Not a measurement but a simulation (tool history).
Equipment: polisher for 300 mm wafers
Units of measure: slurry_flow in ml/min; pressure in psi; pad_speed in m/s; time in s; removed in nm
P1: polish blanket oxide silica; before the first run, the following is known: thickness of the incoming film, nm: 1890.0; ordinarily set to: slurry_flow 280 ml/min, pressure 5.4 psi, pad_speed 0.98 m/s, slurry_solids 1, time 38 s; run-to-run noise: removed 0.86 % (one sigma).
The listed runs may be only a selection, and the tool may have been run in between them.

| run | hour | slurry_flow | pressure | pad_speed | slurry_solids | time | wafers polished on this pad | hours since the slurry nozzle was cleaned | hours since the head pressure was calibrated | hours since the slurry blender was calibrated | hours since the conditioning disc was replaced | removed |
|---|---|---|---|---|---|---|---|---|---|---|---|---|
| 1 | 15.3 | 280 | 5.4 | 0.98 | 1 | 38 | 1117 | 190.4 | 534 | 62.8 | 94.7 | 125.95 |
| 2 | 27.3 | 390 | 5.4 | 0.98 | 1 | 38 | 1195 | 202.4 | 546 | 74.8 | 106.7 | 129.2 |
| 3 | 43.1 | 280 | 5.4 | 0.98 | 1 | 38 | 1297 | 218.2 | 561.8 | 90.6 | 122.5 | 124.36 |
| 4 | 53.4 | 280 | 5.4 | 0.98 | 1 | 56 | 1363 | 228.5 | 572.1 | 100.9 | 132.8 | 187.31 |
| 5 | 72.5 | 170 | 5.4 | 0.98 | 1 | 38 | 1486 | 247.6 | 591.2 | 120 | 151.9 | 118.22 |
| 6 | 84.5 | 280 | 5.4 | 0.98 | 1 | 38 | 1564 | 259.6 | 603.2 | 132 | 163.9 | 122.83 |
| 7 | 96.4 | 280 | 3.1 | 0.98 | 1 | 38 | 1641 | 271.5 | 615.1 | 143.9 | 175.8 | 71.862 |
| 8 | 107.3 | 280 | 5.4 | 0.98 | 1 | 38 | 1711 | 282.4 | 626 | 154.8 | 186.7 | 124.95 |
| 9 | 119 | 280 | 5.4 | 0.98 | 0.55 | 38 | 1787 | 294.1 | 637.7 | 166.5 | 198.4 | 89.808 |
| 10 | 128 | 280 | 5.4 | 0.98 | 1.5 | 38 | 1845 | 303.1 | 646.7 | 175.5 | 207.4 | 148.74 |
| 11 | 146.7 | 280 | 5.4 | 0.98 | 1 | 38 | 1965 | 321.8 | 665.4 | 194.2 | 226.1 | 125.06 |
| 12 | 161.3 | 280 | 5.4 | 1.44 | 1 | 38 | 2060 | 336.4 | 680 | 208.8 | 240.7 | 169.81 |
| 13 | 178.9 | 280 | 7.9 | 0.98 | 1 | 38 | 2173 | 354 | 697.6 | 226.4 | 258.3 | 183.55 |
| 14 | 189.6 | 280 | 5.4 | 0.98 | 1 | 18 | 2242 | 364.7 | 708.3 | 237.1 | 269 | 58.557 |
| 15 | 208.2 | 280 | 5.4 | 0.44 | 1 | 38 | 2363 | 383.3 | 726.9 | 255.7 | 287.6 | 65.325 |
|  | 209.3 | slurry nozzle cleaned |
| 16 | 225.4 | 280 | 5.4 | 0.98 | 1 | 38 | 2474 | 16.1 | 744.1 | 272.9 | 304.8 | 125.46 |
| 17 | 235.4 | 280 | 2.9 | 0.98 | 1 | 20 | 2538 | 26.1 | 754.1 | 282.9 | 314.8 | 35.428 |
| 18 | 252.2 | 280 | 5.4 | 0.98 | 1 | 38 | 2647 | 42.9 | 770.9 | 299.7 | 331.6 | 125.77 |
| 19 | 271.6 | 280 | 5.4 | 0.98 | 1 | 38 | 2772 | 62.3 | 790.3 | 319.1 | 351 | 116.1 |
| 20 | 285.4 | 280 | 5.4 | 0.98 | 1 | 38 | 2861 | 76.1 | 804.1 | 332.9 | 364.8 | 111.37 |
|  | 289.8 | conditioning disc replaced and pad reconditioned |
| 21 | 297.1 | 280 | 5.4 | 0.98 | 1 | 38 | 2937 | 87.8 | 815.8 | 344.6 | 7.4 | 111.44 |
| 22 | 308.9 | 280 | 5.4 | 0.98 | 1 | 38 | 3013 | 99.6 | 827.6 | 356.4 | 19.2 | 110.72 |
|  | 312.2 | head pressure recalibrated |
| 23 | 319.5 | 280 | 5.4 | 0.98 | 1 | 38 | 3081 | 110.2 | 7.3 | 367 | 29.8 | 108.87 |
| 24 | 335.9 | 280 | 5.4 | 0.98 | 1 | 38 | 3187 | 126.6 | 23.7 | 383.4 | 46.2 | 109.27 |

Something has made what P1 gives creep away from where it was; the 2 causes below, each at its own stated size, fit the log equally well:
A: abrasive missing from the slurry, % = 24.6
B: removal rate lost through wear of the pad, % = 12.9
The onset of the drift is placed at about hour 252.2.
All other causes, with the reason each is excluded:
slurry flow missing at the pad, %: can reach only 40, and even then removed would move by -6.1 %, too little or the wrong way
head's pressure below its setpoint, %: work on it at hour 312.2, done after the drift set in, did not restore what the process gave before
time polished since the conditioner stopped cutting, s: work on it at hour 289.8, done after the drift set in, did not restore what the process gave before

You are offered 4 check runs, listed below with question marks in place of their results; each one averages 5 wafers. Which run separates the listed causes by giving clearly different results for each?
| check 1 | 352.3 | 190 | 7.9 | 0.98 | 1 | 38 |  |  |  |  |  | ? |
| check 2 | 352.3 | 280 | 5.4 | 0.98 | 0.65 | 38 |  |  |  |  |  | ? |
| check 3 | 352.3 | 210 | 5.4 | 1.2 | 1 | 38 |  |  |  |  |  | ? |
| check 4 | 352.3 | 280 | 5.4 | 0.62 | 1 | 56 |  |  |  |  |  | ? |

What every check run would give for each of its results, assuming each possible cause in turn:
| check | result | if A | if B |
|---|---|---|---|
| check 1 | removed | 152.39 | 152.41 |
| check 2 | removed | 84.945 | 87.549 |
| check 3 | removed | 124.12 | 124.14 |
| check 4 | removed | 111.33 | 111.34 |
How far apart the two closest causes lie, in the result that separates them most: check 1 0.02 %; check 2 3.02 %; check 3 0.02 %; check 4 0.02 %
The other checks would show nearly matching results whichever cause is true, so check 2 is the only one that separates the causes.

Then check 2 was run and gave: removed 87.46 nm. Which cause is it?

The cause is B: removal rate lost through wear of the pad, %.
